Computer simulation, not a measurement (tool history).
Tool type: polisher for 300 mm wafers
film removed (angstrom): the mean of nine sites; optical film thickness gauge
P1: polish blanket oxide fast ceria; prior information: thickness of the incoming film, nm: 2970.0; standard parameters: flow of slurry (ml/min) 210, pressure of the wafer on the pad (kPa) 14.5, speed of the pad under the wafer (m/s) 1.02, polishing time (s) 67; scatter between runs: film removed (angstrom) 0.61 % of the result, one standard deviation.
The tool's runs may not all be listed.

run   hour  flow of slurry (ml/min)  pressure of the wafer on the pad (kPa)  speed of the pad under the wafer (m/s)  polishing time (s)  wafers polished on this pad  hours since the slurry nozzle was cleaned  hours since the head pressure was calibrated  film removed (angstrom)
  1   13.1                      210                                    14.5                                    1.02                  67                          610                                      262.7                                           220                   7321.1
  2   26.3                      210                                    14.5                                    1.02                  67                          727                                      275.9                                         233.2                   7331.8
      29.2  -- head pressure recalibrated
  3   40.9                      210                                    14.5                                    1.02                  67                          855                                      290.5                                          11.7                   7298.3
  4   50.9                      210                                    14.5                                    1.02                  67                          943                                      300.5                                          21.7                   7361.1
  5   65.3                      300                                    14.5                                    1.02                  67                         1070                                      314.9                                          36.1                   7601.2
  6   75.7                      125                                    14.5                                    1.02                  67                         1161                                      325.3                                          46.5                   6784.6
  7   87.8                      210                                    14.5                                    1.02                 103                         1267                                      337.4                                          58.6                    11285
  8   97.8                      280                                    14.5                                    0.58                  67                         1355                                      347.4                                          68.6                   4375.5
  9  109.1                      210                                    14.5                                     1.6                  67                         1455                                      358.7                                          79.9                    11658
 10  120.4                      210                                    14.5                                    1.02                  47                         1554                                        370                                          91.2                   5144.5
 11  133.8                      210                                    14.5                                    1.02                  67                         1672                                      383.4                                         104.6                     7374
 12    142                      210                                    14.5                                    1.02                  67                         1744                                      391.6                                         112.8                     7343
 13  155.9                      210                                    14.5                                    0.52                  67                         1866                                      405.5                                         126.7                   3733.1
 14    169                      210                                     6.9                                    1.02                  67                         1982                                      418.6                                         139.8                   3526.7
 15  177.5                      210                                    21.4                                    1.02                  67                         2056                                      427.1                                         148.3                    11044
 16  188.5                      210                                    14.5                                    1.02                  67                         2153                                      438.1                                         159.3                     7296
 17  196.9                      210                                    14.5                                    1.02                  67                         2227                                      446.5                                         167.7                   7327.7
 18  208.4                      210                                    14.5                                    1.02                  67                         2328                                        458                                         179.2                     7212
 19  218.1                      210                                    14.5                                    1.02                  67                         2413                                      467.7                                         188.9                   7165.5
 20  225.9                      210                                    14.5                                    1.02                  67                         2482                                      475.5                                         196.7                   7056.4
 21  240.9                      210                                    14.5                                    1.02                  67                         2614                                      490.5                                         211.7                   7047.4
 22  253.9                      210                                    14.5                                    1.02                  67                         2728                                      503.5                                         224.7                   6984.8

The next listed run, before its measurement:
     262.9  -- worn pad replaced by a new one
 23  265.9                      210                                    14.5                                    1.02                  67                           26                                      515.5                                         236.7                        ?

{"run 23": {"film removed (angstrom)": 6988.2}}

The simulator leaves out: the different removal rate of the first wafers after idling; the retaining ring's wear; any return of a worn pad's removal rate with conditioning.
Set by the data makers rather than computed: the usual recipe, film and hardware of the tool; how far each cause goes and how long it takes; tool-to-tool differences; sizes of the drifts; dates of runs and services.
